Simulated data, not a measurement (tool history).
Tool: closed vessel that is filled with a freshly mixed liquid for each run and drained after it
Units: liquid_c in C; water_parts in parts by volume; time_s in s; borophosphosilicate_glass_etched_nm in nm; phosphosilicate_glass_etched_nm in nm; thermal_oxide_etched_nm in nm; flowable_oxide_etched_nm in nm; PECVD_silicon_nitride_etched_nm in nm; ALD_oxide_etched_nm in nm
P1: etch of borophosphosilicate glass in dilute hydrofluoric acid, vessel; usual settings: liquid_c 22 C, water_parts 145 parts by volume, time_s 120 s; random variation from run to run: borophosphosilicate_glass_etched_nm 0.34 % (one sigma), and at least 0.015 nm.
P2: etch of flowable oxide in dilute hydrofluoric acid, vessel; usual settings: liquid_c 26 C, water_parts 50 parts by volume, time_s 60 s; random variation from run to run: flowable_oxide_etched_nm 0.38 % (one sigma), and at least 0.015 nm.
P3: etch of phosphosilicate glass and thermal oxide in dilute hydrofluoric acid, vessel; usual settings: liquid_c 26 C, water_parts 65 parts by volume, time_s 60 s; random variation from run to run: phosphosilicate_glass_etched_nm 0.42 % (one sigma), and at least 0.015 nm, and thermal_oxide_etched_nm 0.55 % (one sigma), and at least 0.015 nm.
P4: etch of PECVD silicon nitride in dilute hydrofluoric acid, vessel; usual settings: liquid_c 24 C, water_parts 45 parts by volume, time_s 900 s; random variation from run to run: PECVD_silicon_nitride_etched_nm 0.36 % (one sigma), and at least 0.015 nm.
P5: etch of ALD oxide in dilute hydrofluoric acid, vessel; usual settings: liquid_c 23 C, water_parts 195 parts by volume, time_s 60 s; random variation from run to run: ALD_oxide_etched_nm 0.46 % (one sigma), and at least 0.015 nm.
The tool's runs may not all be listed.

run   hour  process  liquid_c  water_parts  time_s  hours since the thermometer was replaced  hours since the hydrofluoric acid flow meter was replaced  borophosphosilicate_glass_etched_nm  phosphosilicate_glass_etched_nm  thermal_oxide_etched_nm  flowable_oxide_etched_nm  PECVD_silicon_nitride_etched_nm  ALD_oxide_etched_nm
  1    3.7       P1        22          145     120                                     326.9                                                     1273.4                               28.808
  2    9.1       P3        26           65      60                                     332.3                                                     1278.8                                                                147.12                   5.0875
  3   14.4       P2        26           70      60                                     337.6                                                     1284.1                                                                                                                    26.83
  4   19.5       P1        22          145     120                                     342.7                                                     1289.2                               28.613
  5   24.1       P2        26           50     105                                     347.3                                                     1293.8                                                                                                                   67.759
  6   27.3       P3        26           65      90                                     350.5                                                       1297                                                                220.45                   7.5916
      27.8  -- hydrofluoric acid flow meter replaced
  7   34.1       P1        26          145     120                                     357.3                                                        6.3                               33.739
  8   39.9       P1        17          145     120                                     363.1                                                       12.1                               23.388
  9   46.7       P4        24           45     900                                     369.9                                                       18.9                                                                                                                                                    40.097
 10     52       P1        22           60     120                                     375.2                                                       24.2                               76.527
 11   55.3       P2        26           50      60                                     378.5                                                       27.5                                                                                                                   38.569
 12   59.4       P1        22          145     120                                     382.6                                                       31.6                               28.803
 13   64.4       P2        26           50      60                                     387.6                                                       36.6                                                                                                                   38.657
 14     68       P1        22          225     230                                     391.2                                                       40.2                               32.553
 15   73.1       P1        22          145      45                                     396.3                                                       45.3                               10.805
 16   77.8       P1        22          145     220                                       401                                                         50                               52.641
 17   80.9       P4        24           45    1530                                     404.1                                                       53.1                                                                                                                                                    68.073
 18   85.3       P1        22          230     120                                     408.5                                                       57.5                               16.453
 19     90       P1        22          145     120                                     413.2                                                       62.2                               28.978
 20   94.5       P3        26          105      60                                     417.7                                                       66.7                                                                86.076                   2.9917
 21   99.8       P5        23          195      60                                       423                                                         72                                                                                                                                                                         6.3007
 22    104       P4      29.5           45     900                                     427.2                                                       76.2                                                                                                                                                    57.802
 23  109.7       P2      20.5           50      60                                     432.9                                                       81.9                                                                                                                   30.652
 24    115       P5      18.5          195      60                                     438.2                                                       87.2                                                                                                                                                                         5.2968
 25  118.5       P1        22          145     120                                     441.7                                                       90.7                               28.675
 26  124.5       P1        22          145     120                                     447.7                                                       96.7                               28.722
 27  130.1       P1        17          145      30                                     453.3                                                      102.3                               5.8769
 28  134.6       P3        26           65      60                                     457.8                                                      106.8                                                                147.36                   5.1036
 29  139.3       P5        23          305      60                                     462.5                                                      111.5                                                                                                                                                                          3.612
 30  144.7       P5        23          195     115                                     467.9                                                      116.9                                                                                                                                                                         12.023
 31  151.1       P4        24           70     900                                     474.3                                                      123.3                                                                                                                                                     25.97
 32  156.3       P1        22          145     120                                     479.5                                                      128.5                               28.725
 33  160.2       P3        33           65      60                                     483.4                                                      132.4                                                                192.15                   6.6809
 34  166.5       P1        22          145     120                                     489.7                                                      138.7                               28.831
 35  172.4       P1        22          145     120                                     495.6                                                      144.6                               27.941
 36  176.2       P1        22          145     120                                     499.4                                                      148.4                               27.451
 37  181.3       P1        22          145     120                                     504.5                                                      153.5                               27.174
 38  184.8       P1        22          145     120                                       508                                                        157                               26.889
 39  189.2       P1        22          145     120                                     512.4                                                      161.4                                26.84
 40  194.9       P1        22          145     120                                     518.1                                                      167.1                               26.782
 41  198.2       P1        22          145     120                                     521.4                                                      170.4                               26.767
 42  204.6       P1        22          145     120                                     527.8                                                      176.8                               26.534
 43  208.2       P1        22          145     120                                     531.4                                                      180.4                               26.565
 44  212.5       P1        22          145     120                                     535.7                                                      184.7                               26.673

What P1 gives has crept away from where it was. These 2 causes fit the log equally well, each at the size given:
A: liquid colder than its thermometer reads (K) = 1.96
B: hydrofluoric acid flow below the setpoint (%) = 6.44
The creep began at about hour 166.5.

4 check runs are offered, one wafer each, their results left as question marks. Which one tells the causes apart?
check 1  216.8       P3        26           65      60                                                                                                                                                                          ?                        ?
check 2  216.8       P5        23          195      60                                                                                                                                                                                                                                                                                   ?
check 3  216.8       P2        26           50      60                                                                                                                                                                                                                             ?
check 4  216.8       P4        24           45     900                                                                                                                                                                                                                                                              ?

What each check would give under each cause:
  check                           result    if A    if B
check 1  phosphosilicate_glass_etched_nm  135.31  136.19
check 1          thermal_oxide_etched_nm  4.6627   4.693
check 2              ALD_oxide_etched_nm  5.8261  5.7891
check 3         flowable_oxide_etched_nm  35.602  35.913
check 4  PECVD_silicon_nitride_etched_nm  35.042  37.521
How far apart the two closest causes lie, in the result that separates them most: check 1 0.65 %; check 2 0.64 %; check 3 0.87 %; check 4 6.84 %
Check 4 tells the causes apart: in the others they would give nearly the same result.

Check 4 was then run and gave: PECVD_silicon_nitride_etched_nm 37.583 nm. Which cause is it?

It is B: hydrofluoric acid flow below the setpoint (%).
